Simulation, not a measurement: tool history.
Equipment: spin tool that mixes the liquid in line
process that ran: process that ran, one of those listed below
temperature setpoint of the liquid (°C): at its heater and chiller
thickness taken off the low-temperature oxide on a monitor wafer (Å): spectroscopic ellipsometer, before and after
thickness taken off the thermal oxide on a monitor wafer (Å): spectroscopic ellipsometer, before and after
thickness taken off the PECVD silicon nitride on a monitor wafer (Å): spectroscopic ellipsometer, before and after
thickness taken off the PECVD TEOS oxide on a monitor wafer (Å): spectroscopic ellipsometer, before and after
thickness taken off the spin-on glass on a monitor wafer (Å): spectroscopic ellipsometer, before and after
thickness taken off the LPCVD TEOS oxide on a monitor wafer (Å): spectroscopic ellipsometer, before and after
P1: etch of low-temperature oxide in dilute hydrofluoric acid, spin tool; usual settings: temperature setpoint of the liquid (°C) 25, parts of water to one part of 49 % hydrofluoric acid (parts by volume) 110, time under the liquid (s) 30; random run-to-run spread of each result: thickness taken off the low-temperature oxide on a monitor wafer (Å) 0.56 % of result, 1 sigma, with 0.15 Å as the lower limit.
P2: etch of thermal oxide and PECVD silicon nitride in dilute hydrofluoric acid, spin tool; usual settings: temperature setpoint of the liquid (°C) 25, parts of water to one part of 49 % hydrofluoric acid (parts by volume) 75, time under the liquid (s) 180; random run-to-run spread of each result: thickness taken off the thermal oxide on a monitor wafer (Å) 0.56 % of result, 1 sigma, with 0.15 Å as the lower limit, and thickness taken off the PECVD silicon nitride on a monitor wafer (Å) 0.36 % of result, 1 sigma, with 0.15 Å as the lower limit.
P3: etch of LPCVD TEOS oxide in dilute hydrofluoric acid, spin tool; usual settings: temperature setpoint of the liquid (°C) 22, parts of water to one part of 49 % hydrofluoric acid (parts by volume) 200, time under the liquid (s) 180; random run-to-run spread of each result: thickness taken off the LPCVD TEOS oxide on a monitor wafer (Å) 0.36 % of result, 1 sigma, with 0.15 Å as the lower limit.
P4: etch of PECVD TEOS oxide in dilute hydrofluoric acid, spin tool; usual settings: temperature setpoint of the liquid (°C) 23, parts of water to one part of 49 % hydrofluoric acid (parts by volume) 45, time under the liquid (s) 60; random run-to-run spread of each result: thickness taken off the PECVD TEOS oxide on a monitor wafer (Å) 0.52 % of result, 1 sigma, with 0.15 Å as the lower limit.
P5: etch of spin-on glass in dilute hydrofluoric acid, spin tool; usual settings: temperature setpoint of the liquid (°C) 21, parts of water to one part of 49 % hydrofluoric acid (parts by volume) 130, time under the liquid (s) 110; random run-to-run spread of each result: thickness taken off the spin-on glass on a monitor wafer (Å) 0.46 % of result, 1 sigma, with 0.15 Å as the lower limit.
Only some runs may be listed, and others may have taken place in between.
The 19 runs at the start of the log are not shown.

run,hour,process that ran,temperature setpoint of the liquid (°C),parts of water to one part of 49 % hydrofluoric acid (parts by volume),time under the liquid (s),hours since the thermometer was replaced,hours since the hydrofluoric acid flow meter was replaced,thickness taken off the low-temperature oxide on a monitor wafer (Å),thickness taken off the thermal oxide on a monitor wafer (Å),thickness taken off the PECVD silicon nitride on a monitor wafer (Å),thickness taken off the PECVD TEOS oxide on a monitor wafer (Å),thickness taken off the spin-on glass on a monitor wafer (Å),thickness taken off the LPCVD TEOS oxide on a monitor wafer (Å)
20,218.2,P1,25,110,30,554.6,587.3,98.077,,,,,
21,233,P1,18.5,110,30,569.4,602.1,75.065,,,,,
22,247.2,P3,22,200,180,583.6,616.3,,,,,,410.14
23,255,P1,25,200,30,591.4,624.1,48.979,,,,,
24,263.1,P2,25,110,180,599.5,632.2,,87.151,62.605,,,
25,276.1,P1,25,110,30,612.5,645.2,99.413,,,,,
26,286.7,P2,25,75,180,623.1,655.8,,132.71,90.73,,,
27,293.8,P1,25,110,30,630.2,662.9,98.045,,,,,
28,308.9,P1,25,110,30,645.3,678,98.679,,,,,
29,315.7,P4,23,45,90,652.1,684.8,,,,530.64,,
30,328.5,P2,25,75,180,664.9,697.6,,133.22,91.267,,,
31,343.7,P3,22,85,180,680.1,712.8,,,,,,1098
32,353,P4,23,45,60,689.4,722.1,,,,355.26,,
33,364.1,P1,25,110,30,700.5,733.2,98.723,,,,,
34,374,P1,25,110,30,710.4,743.1,100.74,,,,,
35,385,P1,25,110,30,721.4,754.1,103.54,,,,,
36,396.3,P1,25,110,30,732.7,765.4,103.87,,,,,
37,411.4,P1,25,110,30,747.8,780.5,105.31,,,,,

Estimate the outcome of run 38 from the log above:
38,422.1,P1,25,110,30,758.5,791.2,?,,,,,

{"run 38": {"thickness taken off the low-temperature oxide on a monitor wafer (Å)": 105.67}}
